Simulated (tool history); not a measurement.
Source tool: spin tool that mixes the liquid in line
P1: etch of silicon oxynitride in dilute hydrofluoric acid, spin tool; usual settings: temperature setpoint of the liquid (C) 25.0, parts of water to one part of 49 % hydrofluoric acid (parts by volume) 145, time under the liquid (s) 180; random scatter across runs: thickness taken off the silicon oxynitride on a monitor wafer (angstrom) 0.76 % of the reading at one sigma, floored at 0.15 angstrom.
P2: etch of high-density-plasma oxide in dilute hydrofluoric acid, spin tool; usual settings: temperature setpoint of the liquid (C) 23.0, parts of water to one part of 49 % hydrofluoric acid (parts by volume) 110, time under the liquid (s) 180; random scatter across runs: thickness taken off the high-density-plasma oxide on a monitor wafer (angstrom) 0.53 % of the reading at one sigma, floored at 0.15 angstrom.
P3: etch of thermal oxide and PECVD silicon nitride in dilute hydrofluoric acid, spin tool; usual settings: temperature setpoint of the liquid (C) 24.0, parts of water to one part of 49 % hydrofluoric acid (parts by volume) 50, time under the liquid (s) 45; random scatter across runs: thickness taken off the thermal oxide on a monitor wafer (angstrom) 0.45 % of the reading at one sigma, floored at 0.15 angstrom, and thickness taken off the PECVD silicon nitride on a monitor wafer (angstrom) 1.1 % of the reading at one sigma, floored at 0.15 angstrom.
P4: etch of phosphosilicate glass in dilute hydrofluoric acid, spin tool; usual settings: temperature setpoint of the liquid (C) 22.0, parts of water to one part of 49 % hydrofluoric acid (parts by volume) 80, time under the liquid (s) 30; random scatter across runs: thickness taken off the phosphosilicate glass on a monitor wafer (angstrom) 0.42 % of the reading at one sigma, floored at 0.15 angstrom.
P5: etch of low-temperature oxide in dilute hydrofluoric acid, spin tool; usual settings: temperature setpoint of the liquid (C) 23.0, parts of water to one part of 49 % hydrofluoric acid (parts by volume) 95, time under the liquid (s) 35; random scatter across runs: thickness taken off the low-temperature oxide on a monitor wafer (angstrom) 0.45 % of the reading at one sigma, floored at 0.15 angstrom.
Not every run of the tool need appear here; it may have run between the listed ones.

run	hour	process that ran	temperature setpoint of the liquid (C)	parts of water to one part of 49 % hydrofluoric acid (parts by volume)	time under the liquid (s)	hours since the thermometer was replaced	hours since the hydrofluoric acid flow meter was replaced	thickness taken off the silicon oxynitride on a monitor wafer (angstrom)	thickness taken off the high-density-plasma oxide on a monitor wafer (angstrom)	thickness taken off the thermal oxide on a monitor wafer (angstrom)	thickness taken off the PECVD silicon nitride on a monitor wafer (angstrom)	thickness taken off the low-temperature oxide on a monitor wafer (angstrom)	thickness taken off the phosphosilicate glass on a monitor wafer (angstrom)
1	5.2	P1	25.0	145	180	778.3	307.3	35.9960					
2	14.3	P1	30.0	145	180	787.4	316.4	44.5000					
3	21.5	P1	25.0	145	180	794.6	323.6	36.8690					
4	29.4	P2	23.0	40	180	802.5	331.5		340.66				
5	35.0	P3	24.0	50	45	808.1	337.1			48.001	24.776		
6	39.8	P3	24.0	50	65	812.9	341.9			69.019	36.018		
7	45.0	P1	25.0	145	180	818.1	347.1	36.4540					
8	53.5	P5	28.5	95	35	826.6	355.6					56.537	
9	58.5	P4	17.0	80	30	831.6	360.6						198.99
10	66.9	P1	25.0	145	180	840.0	369.0	35.5460					
11	72.9	P5	23.0	95	20	846.0	375.0					26.134	
12	82.1	P3	17.0	50	45	855.2	384.2			35.764	15.650		
13	87.6	P2	23.0	110	360	860.7	389.7		226.15				
14	97.1	P1	25.0	145	15	870.2	399.2	2.9786					
15	103.6	P1	25.0	145	310	876.7	405.7	61.6720					
16	111.4	P1	25.0	210	180	884.5	413.5	23.7190					
17	117.6	P2	26.5	110	180	890.7	419.7		130.62				
18	124.1	P3	24.0	85	45	897.2	426.2			27.123	15.134		
19	128.6	P5	23.0	95	35	901.7	430.7					45.659	
20	132.8	P1	25.0	65	180	905.9	434.9	84.6810					
21	141.7	P4	22.0	20	30	914.8	443.8						1053.60
22	147.1	P1	18.0	145	335	920.2	449.2	48.1310					
23	153.4	P5	23.0	20	35	926.5	455.5					240.100	
24	158.0	P3	24.0	50	45	931.1	460.1			48.054	25.230		
25	162.5	P2	23.0	110	180	935.6	464.6		112.35				
26	170.7	P4	22.0	80	30	943.8	472.8						245.57
27	176.4	P4	22.0	80	15	949.5	478.5						121.49
28	181.4	P1	19.5	145	180	954.5	483.5	28.0540					
29	186.0	P1	25.0	145	180	959.1	488.1	35.6530					
30	195.4	P1	25.0	145	180	968.5	497.5	37.9230					
31	203.3	P1	25.0	145	180	976.4	505.4	38.1090					
32	211.3	P1	25.0	145	180	984.4	513.4	38.8080					
33	218.4	P1	25.0	145	180	991.5	520.5	40.0640					
34	227.6	P1	25.0	145	180	1000.7	529.7	40.0270					
35	235.8	P1	25.0	145	180	1008.9	537.9	40.3160					
36	242.9	P1	25.0	145	180	1016.0	545.0	40.3910					
37	251.0	P1	25.0	145	180	1024.1	553.1	39.7420					
38	258.1	P1	25.0	145	180	1031.2	560.2	40.5260					

P1 no longer gives what it gave before; its output has crept away from where it was. The following 2 causes, each at its listed size, fit the log equally well:
A: hydrofluoric acid flow above the setpoint (%) = 9.92
B: liquid hotter than its thermometer reads (K) = 2.34
The gradual shift began around hour 186.0.

Which of the check runs below tells the causes apart, meaning the causes would give it clearly different results? Each run uses 3 wafers whose results are averaged, and each result is shown as a question mark.
check 1	265.2	P3	24.0	65	45					?	?		
check 2	265.2	P5	26.0	20	35							?	
check 3	265.2	P2	23.0	45	335				?				
check 4	265.2	P4	18.5	80	15								?

If the cause were each of the candidates in turn, the checks would give the following:
check	result	if A	if B
check 1	thickness taken off the thermal oxide on a monitor wafer (angstrom)	40.102	39.781
check 1	thickness taken off the PECVD silicon nitride on a monitor wafer (angstrom)	21.503	22.886
check 2	thickness taken off the low-temperature oxide on a monitor wafer (angstrom)	300.450	300.340
check 3	thickness taken off the high-density-plasma oxide on a monitor wafer (angstrom)	617.45	615.42
check 4	thickness taken off the phosphosilicate glass on a monitor wafer (angstrom)	117.00	116.42
Gap, in per cent, between the two causes that each check separates least, read from the result that separates them most: check 1 6.23 %; check 2 0.03 %; check 3 0.33 %; check 4 0.5 %
Check 1 tells the causes apart: in the others they would give nearly the same result.

Here is what check 1 returned: thickness taken off the thermal oxide on a monitor wafer (angstrom) 39.788; thickness taken off the PECVD silicon nitride on a monitor wafer (angstrom) 22.898. Which cause is it?

B is the cause: liquid hotter than its thermometer reads (K).
